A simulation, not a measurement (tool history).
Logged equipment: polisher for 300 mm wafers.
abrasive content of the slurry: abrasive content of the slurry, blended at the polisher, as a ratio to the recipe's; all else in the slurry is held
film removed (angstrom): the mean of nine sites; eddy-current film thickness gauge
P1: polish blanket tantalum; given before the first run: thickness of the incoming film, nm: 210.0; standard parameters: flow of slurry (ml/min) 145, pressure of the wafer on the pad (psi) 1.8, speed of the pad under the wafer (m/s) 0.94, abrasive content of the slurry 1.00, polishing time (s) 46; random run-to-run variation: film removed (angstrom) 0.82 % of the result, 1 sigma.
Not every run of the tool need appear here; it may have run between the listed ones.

run,day,flow of slurry (ml/min),pressure of the wafer on the pad (psi),speed of the pad under the wafer (m/s),abrasive content of the slurry,polishing time (s),film removed (angstrom)
1,0.396,145,1.8,0.94,1.00,46,548.37
2,0.929,145,1.8,0.94,1.20,46,568.30
3,1.292,145,1.8,0.94,1.00,46,549.60
4,1.642,145,1.8,0.94,1.00,46,553.53
5,2.012,145,1.8,0.94,1.00,21,250.60
6,2.475,145,1.8,0.94,1.00,67,801.33
7,2.758,85,1.8,0.94,0.75,46,435.29
8,3.312,145,2.5,0.94,1.00,46,753.47
9,3.646,145,1.1,0.94,1.00,46,336.20
10,4.138,180,1.8,0.94,1.00,46,560.39
11,4.604,145,1.8,1.34,1.00,46,774.55
12,4.946,145,1.8,0.94,0.50,46,427.09
13,5.325,90,1.8,0.94,1.00,46,486.55
14,5.896,145,1.8,0.94,1.00,46,545.61
15,6.171,145,1.8,0.58,1.00,46,336.02
16,6.633,145,1.8,0.94,1.00,46,548.85
17,7.033,145,1.8,0.94,1.00,46,527.77
18,7.346,145,1.8,0.94,1.00,46,507.88
# day 7.471: slurry nozzle cleaned
19,7.608,145,1.8,0.94,1.00,46,511.40
20,7.975,145,1.8,0.94,1.00,46,508.57
# day 8.133: head pressure recalibrated
21,8.383,145,1.8,0.94,1.00,46,505.53
22,8.746,145,1.8,0.94,1.00,46,512.12

The output of P1 has drifted from where it used to be. Each of the 2 causes below, taken at the size shown beside it, accounts for the log equally well:
A: removal rate lost through wear of the pad, % = 7.49
B: abrasive missing from the slurry, % = 22.1
The gradual shift began around day 6.633.
Each remaining cause and why it is not a fit:
slurry flow missing at the pad, %: serviced after onset, at day 7.471, with no recovery of the prior output
head's pressure below its setpoint, %: serviced after onset, at day 8.133, with no recovery of the prior output

Consider the 4 check runs below, whose results appear as question marks and each of which averages 3 wafers. Which one distinguishes the causes, in that each cause would give it a clearly different result?
check 1,9.108,145,1.3,0.94,1.00,46,?
check 2,9.108,145,2.3,0.72,1.00,46,?
check 3,9.108,145,2.5,0.94,1.00,67,?
check 4,9.108,145,2.3,0.94,0.55,46,?

What every check run would give for each of its results, assuming each possible cause in turn:
check,result,if A,if B
check 1,film removed (angstrom),364.75,364.71
check 2,film removed (angstrom),494.29,494.25
check 3,film removed (angstrom),1021.70,1021.60
check 4,film removed (angstrom),523.05,505.07
Smallest distance between any two causes, each pair judged by its most separating result, in per cent: check 1 0.01 %; check 2 0.01 %; check 3 0.01 %; check 4 3.5 %
Only check 4 tells the causes apart: in the others they would give nearly the same result.

Running check 4 produced the following: film removed (angstrom) 502.82. Which one of the listed causes fits?

It was cause B: abrasive missing from the slurry, %.
